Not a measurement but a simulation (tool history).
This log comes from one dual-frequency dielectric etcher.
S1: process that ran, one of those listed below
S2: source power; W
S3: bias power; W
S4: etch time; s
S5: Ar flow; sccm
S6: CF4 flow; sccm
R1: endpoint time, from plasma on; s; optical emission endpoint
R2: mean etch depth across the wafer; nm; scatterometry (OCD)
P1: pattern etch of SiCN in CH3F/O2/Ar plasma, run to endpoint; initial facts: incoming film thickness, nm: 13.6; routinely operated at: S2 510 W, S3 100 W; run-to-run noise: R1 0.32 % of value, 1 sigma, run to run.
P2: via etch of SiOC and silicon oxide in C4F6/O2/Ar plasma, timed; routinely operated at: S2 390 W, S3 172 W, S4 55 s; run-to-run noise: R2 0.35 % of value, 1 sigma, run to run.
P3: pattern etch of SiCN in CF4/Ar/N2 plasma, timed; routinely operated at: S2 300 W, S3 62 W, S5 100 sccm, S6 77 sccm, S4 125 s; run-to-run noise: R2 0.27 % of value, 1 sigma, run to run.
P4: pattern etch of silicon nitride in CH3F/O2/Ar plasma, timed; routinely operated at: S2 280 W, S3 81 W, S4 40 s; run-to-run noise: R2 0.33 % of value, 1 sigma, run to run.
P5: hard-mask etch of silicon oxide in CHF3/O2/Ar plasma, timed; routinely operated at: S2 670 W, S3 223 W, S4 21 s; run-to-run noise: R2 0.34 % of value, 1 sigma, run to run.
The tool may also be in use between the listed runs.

run 1 hour=10.1 | S1=P1 S2=510 S3=100 | R1=28.945
run 2 hour=16.4 | S1=P4 S2=330 S3=81 S4=40 | R2=28.278
run 3 hour=24.6 | S1=P4 S2=280 S3=81 S4=49 | R2=32.629
run 4 hour=30 | S1=P2 S2=390 S3=172 S4=55 | R2=61.255
run 5 hour=35.5 | S1=P5 S2=670 S3=223 S4=21 | R2=46.298
run 6 hour=45.9 | S1=P3 S2=300 S3=62 S4=125 S5=138 S6=77 | R2=70.066
run 7 hour=54.1 | S1=P5 S2=670 S3=142 S4=21 | R2=39.84
run 8 hour=60.1 | S1=P1 S2=510 S3=100 | R1=28.841
run 9 hour=69.4 | S1=P4 S2=280 S3=81 S4=40 | R2=26.746
run 10 hour=80.5 | S1=P5 S2=940 S3=223 S4=21 | R2=52.522
run 11 hour=90.4 | S1=P5 S2=670 S3=223 S4=14 | R2=30.906
run 12 hour=95.9 | S1=P1 S2=510 S3=100 | R1=29.012
run 13 hour=102.7 | S1=P4 S2=280 S3=53 S4=40 | R2=22.934
run 14 hour=114.7 | S1=P2 S2=390 S3=218 S4=55 | R2=66.029
run 15 hour=121.8 | S1=P3 S2=230 S3=62 S4=125 S5=100 S6=77 | R2=57.912
run 16 hour=134 | S1=P3 S2=300 S3=62 S4=125 S5=100 S6=96 | R2=75.87
run 17 hour=142.5 | S1=P3 S2=300 S3=62 S4=173 S5=100 S6=77 | R2=102.11
run 18 hour=149.6 | S1=P1 S2=660 S3=66 | R1=30.436
run 19 hour=157.1 | S1=P1 S2=510 S3=135 | R1=25.909
run 20 hour=165.7 | S1=P1 S2=690 S3=100 | R1=25.894
run 21 hour=176.2 | S1=P5 S2=670 S3=223 S4=21 | R2=46.194
run 22 hour=185.3 | S1=P1 S2=510 S3=100 | R1=28.876
run 23 hour=192.8 | S1=P2 S2=390 S3=172 S4=68 | R2=75.733
run 24 hour=204.8 | S1=P3 S2=300 S3=62 S4=125 S5=100 S6=77 | R2=73.253
run 25 hour=210.5 | S1=P3 S2=300 S3=39 S4=125 S5=100 S6=77 | R2=63.244
run 26 hour=222.8 | S1=P3 S2=300 S3=62 S4=125 S5=100 S6=77 | R2=73.186
run 27 hour=228.6 | S1=P2 S2=520 S3=172 S4=55 | R2=68.737
run 28 hour=239.1 | S1=P1 S2=370 S3=100 | R1=32.783
run 29 hour=248.7 | S1=P1 S2=510 S3=77 | R1=31.783
run 30 hour=260.5 | S1=P1 S2=510 S3=100 | R1=28.959
run 31 hour=266.5 | S1=P1 S2=510 S3=100 | R1=28.696
run 32 hour=273.9 | S1=P1 S2=510 S3=100 | R1=28.652
-- hour=283.5 wet clean of the chamber
run 33 hour=284.3 | S1=P1 S2=510 S3=100 | R1=28.568
run 34 hour=294.8 | S1=P1 S2=510 S3=100 | R1=28.629
run 35 hour=301.6 | S1=P1 S2=510 S3=100 | R1=28.611
run 36 hour=311.9 | S1=P1 S2=510 S3=100 | R1=28.467

P1 no longer gives what it gave before; its output has crept away from where it was. The following 2 causes, each at its listed size, fit the log equally well:
A: source power that arrives over what is set, % = 4.44
B: bias power that arrives over what is set, % = 4.41
Creep in the process output first set in at about hour 260.5.
All other causes, with the reason each is excluded:
chamber walls in a state that raises the etch rate, %: maintenance at hour 283.5, after the shift began, did not return the process to its former output

Which of the 4 check runs listed below separates the causes, so that each cause would produce a clearly different result? Each run uses one wafer, and its results are marked with question marks.
run check 1 hour=322.2 | S1=P3 S2=300 S3=62 S4=125 S5=100 S6=77 | R2=?
run check 2 hour=322.2 | S1=P5 S2=670 S3=223 S4=21 | R2=?
run check 3 hour=322.2 | S1=P2 S2=390 S3=172 S4=55 | R2=?
run check 4 hour=322.2 | S1=P4 S2=280 S3=81 S4=40 | R2=?

What every check run would give for each of its results, assuming each possible cause in turn:
check=check_1 result=R2 if_A=76.361 if_B=74.591
check=check_2 result=R2 if_A=47.093 if_B=47.028
check=check_3 result=R2 if_A=62.209 if_B=62.021
check=check_4 result=R2 if_A=26.977 if_B=26.96
Smallest distance between any two causes, each pair judged by its most separating result, in per cent: check 1 2.34 %; check 2 0.14 %; check 3 0.3 %; check 4 0.06 %
Check 1 distinguishes between the causes, while the remaining checks would return nearly the same result for all of them.

Check 1 was then run and gave: R2 74.886 nm. Which cause is it?

B is the cause: bias power that arrives over what is set, %.

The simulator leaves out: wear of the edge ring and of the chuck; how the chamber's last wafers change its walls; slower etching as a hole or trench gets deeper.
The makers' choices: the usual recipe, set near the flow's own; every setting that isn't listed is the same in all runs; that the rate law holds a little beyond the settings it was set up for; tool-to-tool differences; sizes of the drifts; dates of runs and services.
